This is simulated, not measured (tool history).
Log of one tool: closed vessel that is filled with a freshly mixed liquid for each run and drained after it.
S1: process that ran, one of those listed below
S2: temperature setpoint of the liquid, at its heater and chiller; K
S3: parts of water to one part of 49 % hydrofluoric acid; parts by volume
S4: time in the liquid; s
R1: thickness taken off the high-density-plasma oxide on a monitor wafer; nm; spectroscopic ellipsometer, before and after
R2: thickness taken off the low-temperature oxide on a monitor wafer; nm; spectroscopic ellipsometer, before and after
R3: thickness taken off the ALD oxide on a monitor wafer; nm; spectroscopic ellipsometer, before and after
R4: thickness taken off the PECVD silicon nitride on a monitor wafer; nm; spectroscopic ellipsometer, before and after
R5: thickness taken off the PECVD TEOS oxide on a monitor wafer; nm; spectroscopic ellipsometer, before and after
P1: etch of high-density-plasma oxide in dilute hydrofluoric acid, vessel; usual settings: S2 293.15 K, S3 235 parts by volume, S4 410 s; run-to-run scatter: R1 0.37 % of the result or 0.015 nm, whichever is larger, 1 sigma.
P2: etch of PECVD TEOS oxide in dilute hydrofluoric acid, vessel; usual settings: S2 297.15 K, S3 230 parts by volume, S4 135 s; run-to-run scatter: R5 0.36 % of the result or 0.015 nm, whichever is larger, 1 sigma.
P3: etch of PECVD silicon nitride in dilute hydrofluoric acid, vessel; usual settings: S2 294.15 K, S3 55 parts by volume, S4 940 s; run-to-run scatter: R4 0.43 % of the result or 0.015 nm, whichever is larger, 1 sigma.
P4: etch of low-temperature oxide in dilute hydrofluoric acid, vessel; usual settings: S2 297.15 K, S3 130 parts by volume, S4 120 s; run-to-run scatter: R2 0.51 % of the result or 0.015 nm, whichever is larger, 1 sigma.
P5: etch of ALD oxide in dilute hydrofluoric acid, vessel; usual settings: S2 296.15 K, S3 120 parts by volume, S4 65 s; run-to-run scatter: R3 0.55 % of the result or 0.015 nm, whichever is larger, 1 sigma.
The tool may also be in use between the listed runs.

{"run": 1, "hour": 9.6, "S1": "P1", "S2": 293.15, "S3": 235, "S4": 410, "R1": 12.484}
{"run": 2, "hour": 28.2, "S1": "P1", "S2": 293.15, "S3": 235, "S4": 65, "R1": 1.978}
{"run": 3, "hour": 42.6, "S1": "P1", "S2": 293.15, "S3": 360, "S4": 410, "R1": 7.3693}
{"run": 4, "hour": 59.4, "S1": "P1", "S2": 290.15, "S3": 235, "S4": 410, "R1": 11.145}
{"run": 5, "hour": 68.9, "S1": "P1", "S2": 297.15, "S3": 235, "S4": 125, "R1": 4.4426}
{"run": 6, "hour": 80.0, "S1": "P4", "S2": 297.15, "S3": 130, "S4": 120, "R2": 15.722}
{"run": 7, "hour": 95.2, "S1": "P5", "S2": 296.15, "S3": 120, "S4": 65, "R3": 8.9004}
{"run": 8, "hour": 110.0, "S1": "P1", "S2": 293.15, "S3": 235, "S4": 625, "R1": 18.977}
{"run": 9, "hour": 123.6, "S1": "P5", "S2": 296.15, "S3": 120, "S4": 120, "R3": 16.323}
{"run": 10, "hour": 133.8, "S1": "P5", "S2": 296.15, "S3": 220, "S4": 65, "R3": 4.3202}
{"run": 11, "hour": 143.5, "S1": "P3", "S2": 294.15, "S3": 55, "S4": 445, "R4": 16.305}
{"run": 12, "hour": 154.4, "S1": "P3", "S2": 294.15, "S3": 20, "S4": 940, "R4": 91.102}
{"run": 13, "hour": 167.8, "S1": "P3", "S2": 294.15, "S3": 55, "S4": 940, "R4": 34.577}
{"run": 14, "hour": 186.8, "S1": "P1", "S2": 293.15, "S3": 105, "S4": 410, "R1": 32.203}
{"run": 15, "hour": 197.6, "S1": "P4", "S2": 302.65, "S3": 130, "S4": 120, "R2": 19.584}
{"run": 16, "hour": 216.8, "S1": "P2", "S2": 297.15, "S3": 230, "S4": 135, "R5": 7.2621}
{"run": 17, "hour": 235.7, "S1": "P1", "S2": 290.15, "S3": 70, "S4": 410, "R1": 43.911}
{"run": 18, "hour": 244.9, "S1": "P1", "S2": 293.15, "S3": 235, "S4": 410, "R1": 12.559}
{"run": 19, "hour": 264.2, "S1": "P1", "S2": 293.15, "S3": 235, "S4": 410, "R1": 12.512}
{"run": 20, "hour": 274.1, "S1": "P1", "S2": 297.65, "S3": 235, "S4": 410, "R1": 14.789}
{"run": 21, "hour": 286.7, "S1": "P5", "S2": 302.15, "S3": 120, "S4": 65, "R3": 11.131}
{"run": 22, "hour": 298.6, "S1": "P5", "S2": 296.15, "S3": 120, "S4": 65, "R3": 8.9037}
{"run": 23, "hour": 312.3, "S1": "P1", "S2": 293.15, "S3": 235, "S4": 410, "R1": 12.565}

The next listed run, before its measurement:
{"run": 24, "hour": 328.9, "S1": "P3", "S2": 290.15, "S3": 55, "S4": 940, "R4": "?"}

{"run 24": {"R4": 26.295}}
